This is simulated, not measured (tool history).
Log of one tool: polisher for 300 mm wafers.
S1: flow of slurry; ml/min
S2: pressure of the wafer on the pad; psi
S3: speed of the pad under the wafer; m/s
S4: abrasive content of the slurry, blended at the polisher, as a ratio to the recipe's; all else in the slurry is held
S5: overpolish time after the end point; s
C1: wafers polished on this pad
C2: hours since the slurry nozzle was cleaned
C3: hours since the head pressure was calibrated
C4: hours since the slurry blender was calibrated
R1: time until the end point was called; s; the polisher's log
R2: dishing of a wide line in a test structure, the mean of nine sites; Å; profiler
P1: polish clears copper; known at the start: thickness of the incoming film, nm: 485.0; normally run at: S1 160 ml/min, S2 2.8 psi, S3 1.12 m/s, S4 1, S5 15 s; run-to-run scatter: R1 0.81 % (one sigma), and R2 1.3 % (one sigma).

run 1 hour=6.9 | S1=160 S2=2.8 S3=1.12 S4=1 S5=15 | C1=547 C2=181.7 C3=332.8 C4=69 | R1=137.68 R2=371.58
run 2 hour=15.9 | S1=160 S2=2.8 S3=1.42 S4=0.7 S5=15 | C1=603 C2=190.7 C3=341.8 C4=78 | R1=118.23 R2=419.08
run 3 hour=26.7 | S1=95 S2=2.8 S3=1.12 S4=1 S5=15 | C1=669 C2=201.5 C3=352.6 C4=88.8 | R1=153.04 R2=325.41
run 4 hour=40.7 | S1=160 S2=2.8 S3=0.82 S4=1 S5=15 | C1=755 C2=215.5 C3=366.6 C4=102.8 | R1=185.91 R2=277.75
run 5 hour=46.9 | S1=160 S2=2.8 S3=1.12 S4=1 S5=4 | C1=793 C2=221.7 C3=372.8 C4=109 | R1=137.39 R2=110.14
run 6 hour=55.4 | S1=160 S2=2.8 S3=1.12 S4=1.4 S5=15 | C1=846 C2=230.2 C3=381.3 C4=117.5 | R1=126.64 R2=399.7
run 7 hour=63.5 | S1=215 S2=2.8 S3=1.12 S4=1 S5=15 | C1=896 C2=238.3 C3=389.4 C4=125.6 | R1=132.49 R2=380.21
run 8 hour=76.1 | S1=160 S2=2.8 S3=1.12 S4=0.65 S5=15 | C1=973 C2=250.9 C3=402 C4=138.2 | R1=151.39 R2=338.78
run 9 hour=84.5 | S1=160 S2=1.3 S3=1.12 S4=1 S5=15 | C1=1025 C2=259.3 C3=410.4 C4=146.6 | R1=296.15 R2=182.47
run 10 hour=91.3 | S1=210 S2=1.8 S3=1.12 S4=1 S5=15 | C1=1067 C2=266.1 C3=417.2 C4=153.4 | R1=203.94 R2=248.97
run 11 hour=99.3 | S1=160 S2=2.8 S3=1.42 S4=1 S5=4 | C1=1116 C2=274.1 C3=425.2 C4=161.4 | R1=107.28 R2=133.59
run 12 hour=108.7 | S1=160 S2=2.8 S3=1.12 S4=1 S5=15 | C1=1174 C2=283.5 C3=434.6 C4=170.8 | R1=137.95 R2=363.49
run 13 hour=116.8 | S1=160 S2=2.8 S3=1.12 S4=1 S5=15 | C1=1224 C2=291.6 C3=442.7 C4=178.9 | R1=139.98 R2=360.05
run 14 hour=130.1 | S1=160 S2=2.8 S3=1.12 S4=1 S5=15 | C1=1306 C2=304.9 C3=456 C4=192.2 | R1=137.12 R2=364.37
run 15 hour=141.7 | S1=160 S2=2.8 S3=1.12 S4=1 S5=23 | C1=1377 C2=316.5 C3=467.6 C4=203.8 | R1=137.41 R2=514.14
run 16 hour=151.3 | S1=160 S2=4.5 S3=1.12 S4=1 S5=15 | C1=1436 C2=326.1 C3=477.2 C4=213.4 | R1=84.933 R2=549.34
-- hour=156.5 slurry nozzle cleaned
run 17 hour=163.4 | S1=160 S2=2.8 S3=1.62 S4=1 S5=15 | C1=1511 C2=6.9 C3=489.3 C4=225.5 | R1=95.418 R2=501.4
run 18 hour=177.6 | S1=160 S2=2.8 S3=1.12 S4=1 S5=15 | C1=1598 C2=21.1 C3=503.5 C4=239.7 | R1=136.39 R2=360.36
run 19 hour=186.7 | S1=160 S2=2.8 S3=1.12 S4=1 S5=15 | C1=1655 C2=30.2 C3=512.6 C4=248.8 | R1=136.2 R2=366.42
run 20 hour=198.5 | S1=160 S2=2.8 S3=1.12 S4=1 S5=15 | C1=1727 C2=42 C3=524.4 C4=260.6 | R1=143.36 R2=355.72
run 21 hour=211 | S1=160 S2=2.8 S3=1.12 S4=1 S5=15 | C1=1804 C2=54.5 C3=536.9 C4=273.1 | R1=145.25 R2=352.2
run 22 hour=219.2 | S1=160 S2=2.8 S3=1.12 S4=1 S5=15 | C1=1855 C2=62.7 C3=545.1 C4=281.3 | R1=146.57 R2=345.13
-- hour=225.5 worn pad replaced by a new one
-- hour=227.8 head pressure recalibrated
run 23 hour=228.5 | S1=160 S2=2.8 S3=1.12 S4=1 S5=15 | C1=18 C2=72 C3=0.8 C4=290.6 | R1=144.88 R2=347.27
run 24 hour=242.3 | S1=160 S2=2.8 S3=1.12 S4=1 S5=15 | C1=103 C2=85.8 C3=14.6 C4=304.4 | R1=148.41 R2=339.13
run 25 hour=249.4 | S1=160 S2=2.8 S3=1.12 S4=1 S5=15 | C1=147 C2=92.9 C3=21.7 C4=311.5 | R1=149.35 R2=343.42

What P1 gives has crept away from where it was. These 2 causes fit the log equally well, each at the size given:
A: abrasive missing from the slurry, % = 31.6
B: slurry flow missing at the pad, % = 33.3
The creep began at about hour 186.7.
Why every other cause is out:
removal rate lost through wear of the pad, %: serviced at hour 225.5, which brought nothing back
head's pressure below its setpoint, %: serviced at hour 227.8, which brought nothing back

4 check runs are offered, each on 2 wafers whose results are averaged, their results left as question marks. Which one tells the causes apart?
run check 1 hour=256.5 | S1=95 S2=2.8 S3=1.12 S4=1 S5=15 | R1=? R2=?
run check 2 hour=256.5 | S1=160 S2=2.8 S3=1.12 S4=1 S5=6 | R1=? R2=?
run check 3 hour=256.5 | S1=160 S2=1.4 S3=1.12 S4=1.2 S5=15 | R1=? R2=?
run check 4 hour=256.5 | S1=160 S2=2.8 S3=1.12 S4=1.35 S5=15 | R1=? R2=?

What each check would give under each cause:
check=check_1 result=R1 if_A=165.44 if_B=173.29
check=check_1 result=R2 if_A=309.69 if_B=297.33
check=check_2 result=R1 if_A=148.46 if_B=148.46
check=check_2 result=R2 if_A=148 if_B=148
check=check_3 result=R1 if_A=285.94 if_B=285.43
check=check_3 result=R2 if_A=183.4 if_B=183.69
check=check_4 result=R1 if_A=139.46 if_B=139.06
check=check_4 result=R2 if_A=359.01 if_B=359.9
How far apart the two closest causes lie, in the result that separates them most: check 1 4.63 %; check 2 0 %; check 3 0.18 %; check 4 0.29 %
Only check 1 tells the causes apart: in the others they would give nearly the same result.

Check 1 was then run and gave: R1 173.86 s; R2 297.27 Å. Which cause is it?

It is B: slurry flow missing at the pad, %.
